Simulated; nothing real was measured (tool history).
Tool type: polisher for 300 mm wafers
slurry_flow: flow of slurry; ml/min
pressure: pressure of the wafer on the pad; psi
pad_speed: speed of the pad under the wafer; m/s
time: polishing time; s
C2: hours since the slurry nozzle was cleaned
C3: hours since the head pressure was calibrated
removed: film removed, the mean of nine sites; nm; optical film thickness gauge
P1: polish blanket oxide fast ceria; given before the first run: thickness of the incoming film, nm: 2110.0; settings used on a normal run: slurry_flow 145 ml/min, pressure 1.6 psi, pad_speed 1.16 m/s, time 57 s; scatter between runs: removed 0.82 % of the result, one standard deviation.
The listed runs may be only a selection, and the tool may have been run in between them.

run 1 hour=8.3 | slurry_flow=145 pressure=1.6 pad_speed=1.16 time=57 | wafers_polished_on_this_pad=536 C2=263.3 C3=160.4 | removed=699.74
run 2 hour=21.8 | slurry_flow=145 pressure=1.6 pad_speed=1.16 time=29 | wafers_polished_on_this_pad=647 C2=276.8 C3=173.9 | removed=358.49
run 3 hour=38.8 | slurry_flow=145 pressure=1.6 pad_speed=1.16 time=57 | wafers_polished_on_this_pad=786 C2=293.8 C3=190.9 | removed=694.18
run 4 hour=52.0 | slurry_flow=145 pressure=1.6 pad_speed=1.16 time=57 | wafers_polished_on_this_pad=895 C2=307.0 C3=204.1 | removed=695.36
run 5 hour=70.9 | slurry_flow=145 pressure=1.6 pad_speed=1.16 time=57 | wafers_polished_on_this_pad=1050 C2=325.9 C3=223.0 | removed=698.45
run 6 hour=85.5 | slurry_flow=145 pressure=1.6 pad_speed=1.16 time=57 | wafers_polished_on_this_pad=1170 C2=340.5 C3=237.6 | removed=698.18
run 7 hour=97.9 | slurry_flow=145 pressure=2.5 pad_speed=1.16 time=57 | wafers_polished_on_this_pad=1271 C2=352.9 C3=250.0 | removed=1088.00
run 8 hour=109.2 | slurry_flow=85 pressure=1.6 pad_speed=1.16 time=57 | wafers_polished_on_this_pad=1364 C2=364.2 C3=261.3 | removed=621.85
run 9 hour=120.4 | slurry_flow=145 pressure=1.6 pad_speed=1.16 time=84 | wafers_polished_on_this_pad=1456 C2=375.4 C3=272.5 | removed=1027.70
run 10 hour=132.3 | slurry_flow=145 pressure=1.6 pad_speed=1.84 time=57 | wafers_polished_on_this_pad=1554 C2=387.3 C3=284.4 | removed=1118.60
run 11 hour=150.3 | slurry_flow=145 pressure=1.2 pad_speed=0.70 time=57 | wafers_polished_on_this_pad=1702 C2=405.3 C3=302.4 | removed=319.64
run 12 hour=164.4 | slurry_flow=225 pressure=1.6 pad_speed=1.16 time=57 | wafers_polished_on_this_pad=1818 C2=419.4 C3=316.5 | removed=741.03
-- hour=165.0 head pressure recalibrated
run 13 hour=178.7 | slurry_flow=145 pressure=1.6 pad_speed=0.58 time=57 | wafers_polished_on_this_pad=1935 C2=433.7 C3=13.7 | removed=349.64
run 14 hour=196.0 | slurry_flow=145 pressure=1.6 pad_speed=1.16 time=57 | wafers_polished_on_this_pad=2077 C2=451.0 C3=31.0 | removed=690.49

Run 15 is up next; what results do you expect?
run 15 hour=206.6 | slurry_flow=145 pressure=1.1 pad_speed=1.16 time=57 | wafers_polished_on_this_pad=2164 C2=461.6 C3=41.6 | removed=?

{"run 15": {"removed": 481.52}}

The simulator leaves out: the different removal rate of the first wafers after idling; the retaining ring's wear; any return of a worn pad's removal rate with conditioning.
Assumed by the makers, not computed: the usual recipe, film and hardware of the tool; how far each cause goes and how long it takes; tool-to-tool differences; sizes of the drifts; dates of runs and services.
